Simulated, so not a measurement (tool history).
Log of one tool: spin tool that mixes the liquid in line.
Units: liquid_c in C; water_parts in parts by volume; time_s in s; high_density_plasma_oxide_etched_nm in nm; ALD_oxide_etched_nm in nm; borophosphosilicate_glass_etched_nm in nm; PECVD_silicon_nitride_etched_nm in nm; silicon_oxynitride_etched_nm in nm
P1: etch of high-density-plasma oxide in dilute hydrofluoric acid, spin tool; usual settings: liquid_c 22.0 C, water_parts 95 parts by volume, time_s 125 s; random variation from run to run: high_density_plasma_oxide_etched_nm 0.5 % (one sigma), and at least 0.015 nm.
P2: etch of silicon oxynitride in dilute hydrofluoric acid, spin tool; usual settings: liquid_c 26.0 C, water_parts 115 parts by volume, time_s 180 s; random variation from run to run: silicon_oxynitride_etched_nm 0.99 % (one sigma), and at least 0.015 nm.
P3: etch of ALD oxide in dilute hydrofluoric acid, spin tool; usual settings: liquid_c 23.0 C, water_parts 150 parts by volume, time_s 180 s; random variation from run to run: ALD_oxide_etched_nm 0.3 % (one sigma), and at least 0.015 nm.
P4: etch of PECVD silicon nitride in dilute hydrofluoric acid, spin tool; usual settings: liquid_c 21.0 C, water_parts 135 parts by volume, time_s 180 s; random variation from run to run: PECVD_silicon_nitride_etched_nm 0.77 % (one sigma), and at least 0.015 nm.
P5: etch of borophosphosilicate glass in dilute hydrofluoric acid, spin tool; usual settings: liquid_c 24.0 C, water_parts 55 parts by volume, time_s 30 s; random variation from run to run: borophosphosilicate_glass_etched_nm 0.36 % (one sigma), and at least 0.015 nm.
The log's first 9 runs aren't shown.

| run | hour | process | liquid_c | water_parts | time_s | high_density_plasma_oxide_etched_nm | ALD_oxide_etched_nm | borophosphosilicate_glass_etched_nm | PECVD_silicon_nitride_etched_nm | silicon_oxynitride_etched_nm |
|---|---|---|---|---|---|---|---|---|---|---|
| 10 | 121.3 | P1 | 17.0 | 95 | 125 | 4.9548 |  |  |  |  |
| 11 | 135.8 | P5 | 32.5 | 55 | 30 |  |  | 33.822 |  |  |
|  | 141.7 | hydrofluoric acid flow meter replaced |
| 12 | 149.7 | P3 | 23.0 | 150 | 180 |  | 11.05800 |  |  |  |
| 13 | 160.2 | P4 | 21.0 | 135 | 180 |  |  |  | 2.70230 |  |
| 14 | 168.7 | P1 | 22.0 | 95 | 125 | 6.2004 |  |  |  |  |
| 15 | 178.5 | P1 | 28.0 | 95 | 70 | 4.3514 |  |  |  |  |
| 16 | 190.2 | P2 | 26.0 | 190 | 180 |  |  |  |  | 1.40390 |
| 17 | 202.5 | P1 | 26.0 | 95 | 205 | 11.8580 |  |  |  |  |
| 18 | 213.3 | P4 | 21.0 | 135 | 50 |  |  |  | 0.74739 |  |
| 19 | 226.6 | P1 | 22.0 | 60 | 50 | 4.0130 |  |  |  |  |
| 20 | 236.2 | P1 | 22.0 | 95 | 225 | 11.0950 |  |  |  |  |
| 21 | 249.4 | P1 | 22.0 | 135 | 125 | 4.1042 |  |  |  |  |
| 22 | 259.1 | P1 | 22.0 | 95 | 125 | 6.1269 |  |  |  |  |
| 23 | 273.8 | P1 | 22.0 | 95 | 125 | 6.1679 |  |  |  |  |
| 24 | 290.4 | P5 | 24.0 | 55 | 30 |  |  | 24.063 |  |  |
| 25 | 298.4 | P5 | 24.0 | 20 | 30 |  |  | 69.329 |  |  |
| 26 | 313.4 | P3 | 23.0 | 150 | 180 |  | 11.01900 |  |  |  |
| 27 | 327.7 | P1 | 22.0 | 95 | 50 | 2.4689 |  |  |  |  |
| 28 | 336.9 | P3 | 17.0 | 150 | 180 |  | 8.67300 |  |  |  |
| 29 | 351.2 | P2 | 18.5 | 115 | 180 |  |  |  |  | 1.74650 |
| 30 | 362.7 | P4 | 26.5 | 135 | 180 |  |  |  | 3.90660 |  |
| 31 | 371.8 | P2 | 26.0 | 115 | 180 |  |  |  |  | 2.46810 |
| 32 | 384.6 | P2 | 26.0 | 115 | 180 |  |  |  |  | 2.47040 |

Forecast run 33:
| 33 | 399.8 | P1 | 22.0 | 95 | 125 | ? |  |  |  |  |

Run 33 gave high_density_plasma_oxide_etched_nm 6.1214 nm.

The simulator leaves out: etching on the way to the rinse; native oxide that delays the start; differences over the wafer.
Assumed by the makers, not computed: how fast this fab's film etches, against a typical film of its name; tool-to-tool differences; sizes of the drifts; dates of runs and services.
